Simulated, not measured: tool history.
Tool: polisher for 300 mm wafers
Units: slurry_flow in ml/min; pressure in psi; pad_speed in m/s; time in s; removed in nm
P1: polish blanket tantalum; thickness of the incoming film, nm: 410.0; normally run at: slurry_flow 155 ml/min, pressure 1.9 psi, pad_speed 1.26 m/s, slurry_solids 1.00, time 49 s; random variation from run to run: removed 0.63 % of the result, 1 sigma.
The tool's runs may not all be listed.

{"run": 1, "day": 0.396, "slurry_flow": 155, "pressure": 1.9, "pad_speed": 1.26, "slurry_solids": 1.0, "time": 49, "removed": 90.084}
{"run": 2, "day": 0.8, "slurry_flow": 155, "pressure": 3.0, "pad_speed": 1.96, "slurry_solids": 1.0, "time": 49, "removed": 221.63}
{"run": 3, "day": 1.4, "slurry_flow": 155, "pressure": 1.2, "pad_speed": 1.26, "slurry_solids": 1.0, "time": 49, "removed": 56.678}
{"run": 4, "day": 2.025, "slurry_flow": 155, "pressure": 2.6, "pad_speed": 1.26, "slurry_solids": 1.0, "time": 49, "removed": 122.52}
{"run": 5, "day": 2.388, "slurry_flow": 155, "pressure": 1.9, "pad_speed": 1.26, "slurry_solids": 1.0, "time": 49, "removed": 89.901}
{"run": 6, "day": 2.842, "slurry_flow": 155, "pressure": 1.9, "pad_speed": 1.26, "slurry_solids": 0.7, "time": 49, "removed": 80.495}
{"run": 7, "day": 3.425, "slurry_flow": 155, "pressure": 1.9, "pad_speed": 1.26, "slurry_solids": 1.0, "time": 49, "removed": 91.545}
{"day": 3.721, "done": "slurry blender recalibrated"}
{"run": 8, "day": 3.846, "slurry_flow": 155, "pressure": 1.9, "pad_speed": 1.26, "slurry_solids": 1.0, "time": 49, "removed": 89.142}
{"run": 9, "day": 4.175, "slurry_flow": 95, "pressure": 1.9, "pad_speed": 1.26, "slurry_solids": 1.0, "time": 49, "removed": 81.824}
{"run": 10, "day": 4.612, "slurry_flow": 155, "pressure": 1.9, "pad_speed": 1.74, "slurry_solids": 1.0, "time": 49, "removed": 123.91}
{"run": 11, "day": 4.908, "slurry_flow": 155, "pressure": 1.9, "pad_speed": 1.26, "slurry_solids": 1.0, "time": 62, "removed": 114.24}
{"run": 12, "day": 5.338, "slurry_flow": 155, "pressure": 1.9, "pad_speed": 1.26, "slurry_solids": 1.0, "time": 49, "removed": 90.535}
{"run": 13, "day": 5.821, "slurry_flow": 155, "pressure": 1.9, "pad_speed": 1.26, "slurry_solids": 1.0, "time": 49, "removed": 90.25}
{"run": 14, "day": 6.117, "slurry_flow": 155, "pressure": 1.9, "pad_speed": 0.6, "slurry_solids": 1.0, "time": 49, "removed": 42.586}
{"run": 15, "day": 6.642, "slurry_flow": 245, "pressure": 1.9, "pad_speed": 1.26, "slurry_solids": 1.0, "time": 49, "removed": 95.123}
{"run": 16, "day": 6.988, "slurry_flow": 155, "pressure": 1.9, "pad_speed": 1.26, "slurry_solids": 1.0, "time": 25, "removed": 45.793}
{"run": 17, "day": 7.608, "slurry_flow": 155, "pressure": 1.9, "pad_speed": 1.26, "slurry_solids": 1.25, "time": 49, "removed": 95.538}
{"run": 18, "day": 8.246, "slurry_flow": 155, "pressure": 1.9, "pad_speed": 1.26, "slurry_solids": 1.0, "time": 49, "removed": 91.034}
{"run": 19, "day": 8.862, "slurry_flow": 155, "pressure": 1.9, "pad_speed": 1.26, "slurry_solids": 1.0, "time": 49, "removed": 88.43}
{"run": 20, "day": 9.408, "slurry_flow": 155, "pressure": 1.9, "pad_speed": 1.26, "slurry_solids": 1.0, "time": 49, "removed": 86.031}
{"run": 21, "day": 9.912, "slurry_flow": 155, "pressure": 1.9, "pad_speed": 1.26, "slurry_solids": 1.0, "time": 49, "removed": 84.728}
{"run": 22, "day": 10.262, "slurry_flow": 155, "pressure": 1.9, "pad_speed": 1.26, "slurry_solids": 1.0, "time": 49, "removed": 85.321}
{"day": 10.667, "done": "head pressure recalibrated"}
{"run": 23, "day": 10.875, "slurry_flow": 155, "pressure": 1.9, "pad_speed": 1.26, "slurry_solids": 1.0, "time": 49, "removed": 83.584}
{"day": 10.917, "done": "worn pad replaced by a new one"}
{"run": 24, "day": 11.3, "slurry_flow": 155, "pressure": 1.9, "pad_speed": 1.26, "slurry_solids": 1.0, "time": 49, "removed": 83.873}
{"run": 25, "day": 11.833, "slurry_flow": 155, "pressure": 1.9, "pad_speed": 1.26, "slurry_solids": 1.0, "time": 49, "removed": 84.144}
{"run": 26, "day": 12.467, "slurry_flow": 155, "pressure": 1.9, "pad_speed": 1.26, "slurry_solids": 1.0, "time": 49, "removed": 84.277}
{"run": 27, "day": 12.788, "slurry_flow": 155, "pressure": 1.9, "pad_speed": 1.26, "slurry_solids": 1.0, "time": 49, "removed": 83.618}
{"run": 28, "day": 13.175, "slurry_flow": 155, "pressure": 1.9, "pad_speed": 1.26, "slurry_solids": 1.0, "time": 49, "removed": 83.756}

What P1 gives has crept away from where it was. These 2 causes fit the log equally well, each at the size given:
A: slurry flow missing at the pad, % = 31.5
B: abrasive missing from the slurry, % = 21.7
The creep began at about day 8.246.
Why every other cause is out:
removal rate lost through wear of the pad, %: serviced at day 10.917, which brought nothing back
head's pressure below its setpoint, %: serviced at day 10.667, which brought nothing back

4 check runs are offered, each on 5 wafers whose results are averaged, their results left as question marks. Which one tells the causes apart?
{"run": "check 1", "day": 13.562, "slurry_flow": 155, "pressure": 1.9, "pad_speed": 1.26, "slurry_solids": 1.0, "time": 38, "removed": "?"}
{"run": "check 2", "day": 13.562, "slurry_flow": 155, "pressure": 2.6, "pad_speed": 1.26, "slurry_solids": 1.0, "time": 49, "removed": "?"}
{"run": "check 3", "day": 13.562, "slurry_flow": 235, "pressure": 1.9, "pad_speed": 0.64, "slurry_solids": 1.0, "time": 49, "removed": "?"}
{"run": "check 4", "day": 13.562, "slurry_flow": 155, "pressure": 1.9, "pad_speed": 1.26, "slurry_solids": 1.0, "time": 32, "removed": "?"}

What each check would give under each cause:
check=check_1 result=removed if_A=64.733 if_B=64.736
check=check_2 result=removed if_A=114.220 if_B=114.230
check=check_3 result=removed if_A=46.046 if_B=44.940
check=check_4 result=removed if_A=54.512 if_B=54.515
How far apart the two closest causes lie, in the result that separates them most: check 1 0.01 %; check 2 0.01 %; check 3 2.43 %; check 4 0.01 %
Check 3 tells the causes apart: in the others they would give nearly the same result.

Check 3 was then run and gave: removed 46.097 nm. Which cause is it?

It is A: slurry flow missing at the pad, %.

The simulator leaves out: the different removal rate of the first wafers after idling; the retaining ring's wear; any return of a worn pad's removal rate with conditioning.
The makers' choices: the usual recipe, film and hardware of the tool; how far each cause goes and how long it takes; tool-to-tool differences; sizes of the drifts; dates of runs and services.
